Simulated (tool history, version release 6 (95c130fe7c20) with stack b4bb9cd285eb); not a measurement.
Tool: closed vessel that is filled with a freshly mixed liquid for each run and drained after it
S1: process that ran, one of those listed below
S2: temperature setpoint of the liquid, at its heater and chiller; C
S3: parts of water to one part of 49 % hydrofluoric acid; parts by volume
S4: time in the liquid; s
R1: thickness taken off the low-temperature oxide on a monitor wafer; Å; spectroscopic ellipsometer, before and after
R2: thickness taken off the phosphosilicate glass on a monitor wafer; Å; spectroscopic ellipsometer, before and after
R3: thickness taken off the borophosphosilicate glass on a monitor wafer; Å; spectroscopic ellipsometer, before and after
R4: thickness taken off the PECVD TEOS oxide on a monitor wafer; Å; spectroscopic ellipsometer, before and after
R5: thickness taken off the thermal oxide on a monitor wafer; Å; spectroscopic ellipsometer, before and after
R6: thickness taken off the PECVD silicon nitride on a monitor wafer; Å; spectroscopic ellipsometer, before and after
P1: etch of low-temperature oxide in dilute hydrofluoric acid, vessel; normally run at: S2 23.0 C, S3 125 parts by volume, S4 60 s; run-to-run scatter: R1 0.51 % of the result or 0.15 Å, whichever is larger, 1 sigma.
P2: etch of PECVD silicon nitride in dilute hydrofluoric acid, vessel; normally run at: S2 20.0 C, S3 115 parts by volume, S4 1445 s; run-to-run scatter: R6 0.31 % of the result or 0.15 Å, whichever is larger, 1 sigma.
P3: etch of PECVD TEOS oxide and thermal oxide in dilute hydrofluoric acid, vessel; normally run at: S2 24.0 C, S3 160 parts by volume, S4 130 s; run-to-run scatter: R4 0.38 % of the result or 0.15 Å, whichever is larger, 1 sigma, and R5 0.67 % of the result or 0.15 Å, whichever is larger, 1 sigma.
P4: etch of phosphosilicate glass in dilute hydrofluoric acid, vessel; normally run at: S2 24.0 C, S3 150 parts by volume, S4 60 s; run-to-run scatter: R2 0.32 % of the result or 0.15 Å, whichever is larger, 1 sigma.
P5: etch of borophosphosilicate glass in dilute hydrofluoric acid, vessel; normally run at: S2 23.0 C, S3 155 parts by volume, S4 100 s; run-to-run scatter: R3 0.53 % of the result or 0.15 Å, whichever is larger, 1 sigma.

| run | hour | S1 | S2 | S3 | S4 | R1 | R2 | R3 | R4 | R5 | R6 |
|---|---|---|---|---|---|---|---|---|---|---|---|
| 1 | 5.3 | P1 | 23.0 | 125 | 60 | 60.808 |  |  |  |  |  |
| 2 | 11.4 | P1 | 23.0 | 125 | 110 | 110.210 |  |  |  |  |  |
| 3 | 20.7 | P4 | 24.0 | 150 | 60 |  | 669.75 |  |  |  |  |
| 4 | 26.9 | P5 | 31.5 | 155 | 100 |  |  | 348.650 |  |  |  |
| 5 | 31.6 | P4 | 24.0 | 150 | 60 |  | 670.53 |  |  |  |  |
| 6 | 36.3 | P1 | 23.0 | 125 | 30 | 30.346 |  |  |  |  |  |
| 7 | 44.3 | P3 | 24.0 | 70 | 130 |  |  |  | 297.330 | 89.6800 |  |
| 8 | 49.9 | P5 | 23.0 | 155 | 30 |  |  | 76.633 |  |  |  |
| 9 | 57.7 | P5 | 23.0 | 155 | 100 |  |  | 258.870 |  |  |  |
| 10 | 64.1 | P1 | 29.5 | 125 | 60 | 76.742 |  |  |  |  |  |
| 11 | 68.6 | P5 | 23.0 | 230 | 100 |  |  | 158.140 |  |  |  |
| 12 | 74.0 | P1 | 23.0 | 40 | 100 | 347.940 |  |  |  |  |  |
| 13 | 83.3 | P1 | 23.0 | 40 | 30 | 104.350 |  |  |  |  |  |
| 14 | 92.6 | P4 | 17.0 | 150 | 60 |  | 508.68 |  |  |  |  |
| 15 | 99.0 | P1 | 18.0 | 125 | 60 | 48.836 |  |  |  |  |  |
| 16 | 105.9 | P2 | 26.5 | 115 | 1445 |  |  |  |  |  | 540.7200 |
| 17 | 113.8 | P1 | 23.0 | 125 | 60 | 59.949 |  |  |  |  |  |
| 18 | 119.9 | P3 | 29.0 | 160 | 130 |  |  |  | 140.380 | 42.5600 |  |
| 19 | 126.4 | P1 | 23.0 | 125 | 60 | 59.514 |  |  |  |  |  |
| 20 | 132.4 | P2 | 20.0 | 200 | 1445 |  |  |  |  |  | 204.1100 |
| 21 | 140.3 | P3 | 24.0 | 160 | 130 |  |  |  | 116.930 | 35.6840 |  |
| 22 | 149.4 | P1 | 23.0 | 125 | 60 | 60.067 |  |  |  |  |  |
| 23 | 154.8 | P3 | 24.0 | 160 | 30 |  |  |  | 27.293 | 8.0992 |  |
| 24 | 162.1 | P1 | 23.0 | 40 | 60 | 208.730 |  |  |  |  |  |
| 25 | 169.0 | P4 | 24.0 | 150 | 90 |  | 1008.20 |  |  |  |  |
| 26 | 173.7 | P1 | 23.0 | 180 | 60 | 38.801 |  |  |  |  |  |
| 27 | 181.8 | P2 | 20.0 | 115 | 40 |  |  |  |  |  | 9.5674 |
| 28 | 190.1 | P1 | 23.0 | 125 | 60 | 60.114 |  |  |  |  |  |
| 29 | 197.2 | P1 | 23.0 | 125 | 60 | 59.519 |  |  |  |  |  |
| 30 | 205.9 | P2 | 20.0 | 115 | 1445 |  |  |  |  |  | 350.5600 |
| 31 | 210.2 | P4 | 24.0 | 225 | 60 |  | 413.05 |  |  |  |  |
| 32 | 214.6 | P2 | 20.0 | 115 | 1445 |  |  |  |  |  | 349.8300 |
| 33 | 221.1 | P1 | 23.0 | 125 | 60 | 60.163 |  |  |  |  |  |
| 34 | 229.3 | P1 | 23.0 | 125 | 60 | 56.934 |  |  |  |  |  |
| 35 | 237.7 | P1 | 23.0 | 125 | 60 | 55.411 |  |  |  |  |  |
| 36 | 242.1 | P1 | 23.0 | 125 | 60 | 55.564 |  |  |  |  |  |
| 37 | 247.6 | P1 | 23.0 | 125 | 60 | 55.244 |  |  |  |  |  |
| 38 | 253.7 | P1 | 23.0 | 125 | 60 | 54.512 |  |  |  |  |  |
| 39 | 258.0 | P1 | 23.0 | 125 | 60 | 54.748 |  |  |  |  |  |

What P1 gives has crept away from where it was. These 2 causes fit the log equally well, each at the size given:
A: liquid colder than its thermometer reads (K) = 2.37
B: hydrofluoric acid flow below the setpoint (%) = 7.86
The creep began at about hour 221.1.

4 check runs are offered, one wafer each, their results left as question marks. Which one tells the causes apart?
| check 1 | 262.3 | P5 | 30.0 | 155 | 100 |  |  | ? |  |  |  |
| check 2 | 262.3 | P3 | 24.0 | 95 | 130 |  |  |  | ? | ? |  |
| check 3 | 262.3 | P2 | 20.0 | 195 | 1445 |  |  |  |  |  | ? |
| check 4 | 262.3 | P4 | 17.0 | 150 | 60 |  | ? |  |  |  |  |

What each check would give under each cause:
| check | result | if A | if B |
|---|---|---|---|
| check 1 | R3 | 304.940 | 301.000 |
| check 2 | R4 | 193.860 | 194.530 |
| check 2 | R5 | 58.6130 | 58.8160 |
| check 3 | R6 | 178.7600 | 193.2600 |
| check 4 | R2 | 460.32 | 462.21 |
How far apart the two closest causes lie, in the result that separates them most: check 1 1.3 %; check 2 0.35 %; check 3 7.8 %; check 4 0.41 %
Check 3 tells the causes apart: in the others they would give nearly the same result.

Check 3 was then run and gave: R6 193.3200 Å. Which cause is it?

It is B: hydrofluoric acid flow below the setpoint (%).
